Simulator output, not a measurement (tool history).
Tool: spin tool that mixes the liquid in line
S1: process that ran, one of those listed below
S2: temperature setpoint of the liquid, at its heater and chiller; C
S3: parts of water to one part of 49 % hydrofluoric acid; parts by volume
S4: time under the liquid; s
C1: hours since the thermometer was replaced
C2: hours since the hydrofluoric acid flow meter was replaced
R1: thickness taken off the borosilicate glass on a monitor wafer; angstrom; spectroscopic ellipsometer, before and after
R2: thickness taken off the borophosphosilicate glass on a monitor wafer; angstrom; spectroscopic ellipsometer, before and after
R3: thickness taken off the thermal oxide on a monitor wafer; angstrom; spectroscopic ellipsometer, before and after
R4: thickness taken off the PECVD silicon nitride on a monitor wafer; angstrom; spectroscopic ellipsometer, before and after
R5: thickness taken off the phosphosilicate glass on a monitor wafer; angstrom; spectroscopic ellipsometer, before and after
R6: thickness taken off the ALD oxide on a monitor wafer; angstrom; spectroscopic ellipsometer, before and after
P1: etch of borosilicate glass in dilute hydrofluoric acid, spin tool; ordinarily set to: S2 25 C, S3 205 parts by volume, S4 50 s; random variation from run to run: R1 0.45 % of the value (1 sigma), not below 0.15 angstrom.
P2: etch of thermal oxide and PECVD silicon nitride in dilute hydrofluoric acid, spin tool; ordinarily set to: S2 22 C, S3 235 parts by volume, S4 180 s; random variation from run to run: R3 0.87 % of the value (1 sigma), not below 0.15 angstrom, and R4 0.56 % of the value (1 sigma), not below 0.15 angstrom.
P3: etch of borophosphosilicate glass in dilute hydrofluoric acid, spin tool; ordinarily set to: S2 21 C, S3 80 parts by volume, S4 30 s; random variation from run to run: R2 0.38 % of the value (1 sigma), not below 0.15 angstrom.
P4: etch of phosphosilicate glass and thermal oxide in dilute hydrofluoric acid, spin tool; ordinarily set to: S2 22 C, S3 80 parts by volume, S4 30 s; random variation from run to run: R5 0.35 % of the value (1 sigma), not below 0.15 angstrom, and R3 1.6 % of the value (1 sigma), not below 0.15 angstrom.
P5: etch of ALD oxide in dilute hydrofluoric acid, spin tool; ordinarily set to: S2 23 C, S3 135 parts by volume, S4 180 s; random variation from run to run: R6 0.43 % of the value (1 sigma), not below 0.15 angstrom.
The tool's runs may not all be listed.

run	hour	S1	S2	S3	S4	C1	C2	R1	R2	R3	R4	R5	R6
1	3.7	P1	25	205	50	749.5	285.3	50.295					
2	8.3	P3	21	80	30	754.1	289.9		169.01				
3	13.6	P2	17	235	180	759.4	295.2			23.44	27.934		
4	18.9	P1	30.5	205	75	764.7	300.5	90.613					
5	24.5	P4	22	80	60	770.3	306.1			31.02		1464.7	
6	32.4	P1	25	205	95	778.2	314	94.537					
7	39.3	P3	21	80	30	785.1	320.9		168.75				
8	45.4	P1	20.5	205	50	791.2	327	42.403					
9	50.4	P4	30	80	30	796.2	332			21.429		1001.9	
10	57.6	P2	22	235	180	803.4	339.2			28.096	38.742		
11	62.3	P1	25	205	50	808.1	343.9	49.853					
12	68.4	P1	25	205	50	814.2	350	49.749					
13	75.8	P1	25	205	50	821.6	357.4	49.704					
14	82.5	P5	23	250	180	828.3	364.1						84.547
15	90.5	P1	25	205	50	836.3	372.1	50.143					
16	97.8	P5	30	135	180	843.6	379.4						233.16
17	102.4	P1	31	205	50	848.2	384	61.496					
18	106.2	P5	23	135	180	852	387.8						178.96
19	110.6	P1	25	205	15	856.4	392.2	14.856					
20	116.5	P5	23	135	365	862.3	398.1						363
21	122.4	P1	25	95	50	868.2	404	123.12					
22	127	P3	21	80	60	872.8	408.6		335.74				
23	132.2	P4	22	130	30	878	413.8			8.9892		425.36	

What will run 24 give?
24	136.4	P1	29.5	205	90	882.2	418	?					

Logged for run 24: R1 105.49 angstrom.
